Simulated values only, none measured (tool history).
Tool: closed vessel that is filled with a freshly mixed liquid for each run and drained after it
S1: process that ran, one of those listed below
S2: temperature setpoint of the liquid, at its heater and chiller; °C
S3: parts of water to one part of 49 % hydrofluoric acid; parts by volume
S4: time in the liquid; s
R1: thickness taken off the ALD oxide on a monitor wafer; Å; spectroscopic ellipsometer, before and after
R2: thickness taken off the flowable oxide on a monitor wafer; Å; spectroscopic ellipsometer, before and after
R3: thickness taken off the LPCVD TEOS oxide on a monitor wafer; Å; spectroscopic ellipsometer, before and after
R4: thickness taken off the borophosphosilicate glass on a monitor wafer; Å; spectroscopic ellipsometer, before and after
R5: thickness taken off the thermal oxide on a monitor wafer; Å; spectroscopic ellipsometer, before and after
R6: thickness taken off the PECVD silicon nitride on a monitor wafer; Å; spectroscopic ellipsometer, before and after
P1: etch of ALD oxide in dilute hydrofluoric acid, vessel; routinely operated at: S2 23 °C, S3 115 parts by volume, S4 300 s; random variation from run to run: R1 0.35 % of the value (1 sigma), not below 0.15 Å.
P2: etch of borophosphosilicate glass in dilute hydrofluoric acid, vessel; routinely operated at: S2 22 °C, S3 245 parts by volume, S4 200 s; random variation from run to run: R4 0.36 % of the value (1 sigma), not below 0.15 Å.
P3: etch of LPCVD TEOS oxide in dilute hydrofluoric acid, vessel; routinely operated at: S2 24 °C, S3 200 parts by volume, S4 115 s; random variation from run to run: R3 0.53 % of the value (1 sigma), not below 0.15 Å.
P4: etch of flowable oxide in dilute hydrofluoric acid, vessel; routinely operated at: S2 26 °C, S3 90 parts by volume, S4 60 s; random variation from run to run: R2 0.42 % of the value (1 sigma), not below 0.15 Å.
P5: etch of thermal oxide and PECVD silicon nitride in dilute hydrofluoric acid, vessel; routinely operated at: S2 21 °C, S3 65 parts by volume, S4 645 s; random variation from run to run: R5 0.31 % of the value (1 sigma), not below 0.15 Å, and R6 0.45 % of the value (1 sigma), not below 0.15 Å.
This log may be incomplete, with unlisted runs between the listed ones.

run,hour,S1,S2,S3,S4,R1,R2,R3,R4,R5,R6
1,3.3,P1,23,115,300,243.94,,,,,
2,5.5,P4,33,90,60,,566.34,,,,
3,8,P1,17.5,115,300,195.09,,,,,
4,10.4,P1,23,50,300,607.42,,,,,
5,12.6,P3,24,200,30,,,34.087,,,
6,16,P4,26,90,115,,834.57,,,,
7,18.5,P1,23,115,300,244.16,,,,,
8,22,P2,22,245,200,,,,314.36,,
9,25.8,P5,21,65,645,,,,,463.27,140.53
10,28.1,P1,27.5,115,300,291.16,,,,,
11,30.7,P2,22,420,200,,,,155.87,,
12,35,P2,22,245,200,,,,312.38,,
13,39.3,P5,17,65,645,,,,,391.68,106.52
14,42.9,P3,24,200,115,,,130.72,,,
15,46.8,P3,24,365,115,,,60.889,,,
16,51,P1,23,115,300,241.6,,,,,
17,53.6,P1,23,115,430,349.32,,,,,
18,57.6,P4,26,90,60,,436.89,,,,
19,61.2,P3,17,200,115,,,99.042,,,
20,63.4,P2,22,245,345,,,,541.94,,
21,67.2,P1,23,155,85,49.167,,,,,
22,69.6,P5,21,65,280,,,,,200.68,60.604
23,73.5,P1,23,180,300,144.98,,,,,
24,76.4,P1,23,115,65,53.033,,,,,
25,78.6,P4,26,55,60,,745.65,,,,
26,82.3,P1,30.5,75,300,528.62,,,,,
27,86.1,P1,23,115,300,243.62,,,,,
28,89.3,P5,21,100,645,,,,,287.43,91.977
29,93.2,P1,23,115,300,243.02,,,,,
30,97.6,P2,17,245,200,,,,259.28,,
31,101.4,P1,23,115,300,241.76,,,,,
32,105.2,P1,23,115,300,242.57,,,,,
33,109.7,P1,23,115,300,234.76,,,,,
34,111.8,P1,23,115,300,231.25,,,,,

Estimate the outcome of run 35 from the log above:
35,114.6,P1,23,115,300,?,,,,,

{"run 35": {"R1": 228.14}}
